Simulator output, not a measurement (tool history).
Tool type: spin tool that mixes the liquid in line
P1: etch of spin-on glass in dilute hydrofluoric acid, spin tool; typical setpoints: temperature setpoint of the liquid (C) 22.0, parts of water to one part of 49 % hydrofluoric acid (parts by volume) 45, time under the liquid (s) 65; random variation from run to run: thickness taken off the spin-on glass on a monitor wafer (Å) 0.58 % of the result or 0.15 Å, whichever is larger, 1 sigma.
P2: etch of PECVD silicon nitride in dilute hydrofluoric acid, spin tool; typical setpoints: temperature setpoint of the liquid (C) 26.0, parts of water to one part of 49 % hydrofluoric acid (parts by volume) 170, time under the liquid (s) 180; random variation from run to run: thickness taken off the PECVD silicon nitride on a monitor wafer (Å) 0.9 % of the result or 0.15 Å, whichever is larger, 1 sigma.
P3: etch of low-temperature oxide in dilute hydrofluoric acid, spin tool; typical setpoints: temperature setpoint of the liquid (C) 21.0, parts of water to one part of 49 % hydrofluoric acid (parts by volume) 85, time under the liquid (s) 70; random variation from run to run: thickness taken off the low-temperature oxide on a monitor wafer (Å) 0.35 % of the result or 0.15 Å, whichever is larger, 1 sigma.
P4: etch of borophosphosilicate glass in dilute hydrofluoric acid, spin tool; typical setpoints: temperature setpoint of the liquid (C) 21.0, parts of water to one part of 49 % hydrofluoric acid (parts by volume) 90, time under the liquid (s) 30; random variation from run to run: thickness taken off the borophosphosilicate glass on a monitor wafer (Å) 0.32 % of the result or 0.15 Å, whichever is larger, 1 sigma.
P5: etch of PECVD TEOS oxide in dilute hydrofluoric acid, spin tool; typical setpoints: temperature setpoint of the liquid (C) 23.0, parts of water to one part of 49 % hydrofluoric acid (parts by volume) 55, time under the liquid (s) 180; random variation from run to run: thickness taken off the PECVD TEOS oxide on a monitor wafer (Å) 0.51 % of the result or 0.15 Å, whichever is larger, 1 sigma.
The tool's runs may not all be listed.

run	hour	process that ran	temperature setpoint of the liquid (C)	parts of water to one part of 49 % hydrofluoric acid (parts by volume)	time under the liquid (s)	hours since the thermometer was replaced	hours since the hydrofluoric acid flow meter was replaced	thickness taken off the spin-on glass on a monitor wafer (Å)	thickness taken off the PECVD silicon nitride on a monitor wafer (Å)	thickness taken off the low-temperature oxide on a monitor wafer (Å)	thickness taken off the PECVD TEOS oxide on a monitor wafer (Å)	thickness taken off the borophosphosilicate glass on a monitor wafer (Å)
1	6.7	P1	22.0	45	65	1502.3	1304.2	375.590				
2	19.2	P1	22.0	45	65	1514.8	1316.7	375.760				
3	28.9	P1	22.0	25	65	1524.5	1326.4	694.010				
4	40.3	P2	26.0	95	180	1535.9	1337.8		47.903			
5	47.2	P3	21.0	85	70	1542.8	1344.7			237.45		
6	62.1	P1	22.0	45	65	1557.7	1359.6	372.330				
7	73.0	P1	22.0	45	120	1568.6	1370.5	691.100				
8	85.7	P1	22.0	45	65	1581.3	1383.2	374.860				
9	95.6	P3	21.0	85	135	1591.2	1393.1			459.37		
10	108.1	P5	23.0	20	180	1603.7	1405.6				1173.400	
11	116.6	P5	23.0	55	180	1612.2	1414.1				410.410	
12	124.5	P1	22.0	45	65	1620.1	1422.0	371.040				
13	131.8	P1	22.0	75	65	1627.4	1429.3	215.770				
14	146.9	P2	26.0	170	180	1642.5	1444.4		26.162			
15	156.5	P2	26.0	170	325	1652.1	1454.0		48.576			
16	169.0	P4	21.0	90	60	1664.6	1466.5					392.80
17	183.7	P1	28.5	20	65	1679.3	1481.2	1142.500				
18	195.3	P1	17.0	45	65	1690.9	1492.8	303.150				
19	207.9	P2	19.5	170	180	1703.5	1505.4		18.190			
20	216.5	P4	27.0	90	30	1712.1	1514.0					249.29
21	228.8	P4	21.0	20	30	1724.4	1526.3					956.88
22	239.1	P5	23.0	55	15	1734.7	1536.6				34.041	
23	247.8	P1	22.0	60	15	1743.4	1545.3	64.103				
24	255.8	P3	17.0	85	70	1751.4	1553.3			202.69		
25	269.3	P2	26.0	170	180	1764.9	1566.8		27.034			
26	279.7	P4	21.0	90	30	1775.3	1577.2					196.02
27	294.1	P1	26.5	45	65	1789.7	1591.6	451.720				
28	304.6	P5	29.5	55	180	1800.2	1602.1				534.450	
29	311.3	P5	23.0	55	180	1806.9	1608.8				412.150	
30	320.7	P1	22.0	45	15	1816.3	1618.2	85.983				
31	327.8	P3	21.0	50	70	1823.4	1625.3			421.81		
32	342.5	P1	22.0	45	65	1838.1	1640.0	371.740				
33	350.6	P1	22.0	45	65	1846.2	1648.1	363.880				
34	358.2	P1	22.0	45	65	1853.8	1655.7	355.720				
35	369.0	P1	22.0	45	65	1864.6	1666.5	352.340				
36	381.8	P1	22.0	45	65	1877.4	1679.3	344.610				
37	391.8	P1	22.0	45	65	1887.4	1689.3	346.530				
38	398.7	P1	22.0	45	65	1894.3	1696.2	343.990				
39	406.0	P1	22.0	45	65	1901.6	1703.5	344.920				
40	418.7	P1	22.0	45	65	1914.3	1716.2	341.430				
41	429.3	P1	22.0	45	65	1924.9	1726.8	342.540				

Compared with where it was, what P1 gives has crept away. Each cause listed below fits the log as well as the rest, at the size given for it:
A: liquid colder than its thermometer reads (K) = 2.11
B: hydrofluoric acid flow below the setpoint (%) = 8.06
The drift started at roughly hour 342.5.

Consider the 4 check runs below, whose results appear as question marks and each of which averages 2 wafers. Which one distinguishes the causes, in that each cause would give it a clearly different result?
check 1	439.9	P5	26.5	20	180						?	
check 2	439.9	P3	21.0	85	135					?		
check 3	439.9	P4	21.0	35	30							?
check 4	439.9	P2	26.0	170	285				?			

Predicted outcomes, by check and by cause:
check	result	if A	if B
check 1	thickness taken off the PECVD TEOS oxide on a monitor wafer (Å)	1254.400	1256.500
check 2	thickness taken off the low-temperature oxide on a monitor wafer (Å)	422.87	420.71
check 3	thickness taken off the borophosphosilicate glass on a monitor wafer (Å)	489.89	491.24
check 4	thickness taken off the PECVD silicon nitride on a monitor wafer (Å)	37.315	39.226
Distance between the nearest two causes, measured in the result of the check that separates them most: check 1 0.17 %; check 2 0.51 %; check 3 0.27 %; check 4 5 %
Of the check runs offered, only check 4 discriminates between the causes; the rest would read about the same regardless of which cause applies.

Check 4 was then run and gave: thickness taken off the PECVD silicon nitride on a monitor wafer (Å) 37.117. Which cause is it?

Of the candidate causes, it is A: liquid colder than its thermometer reads (K).
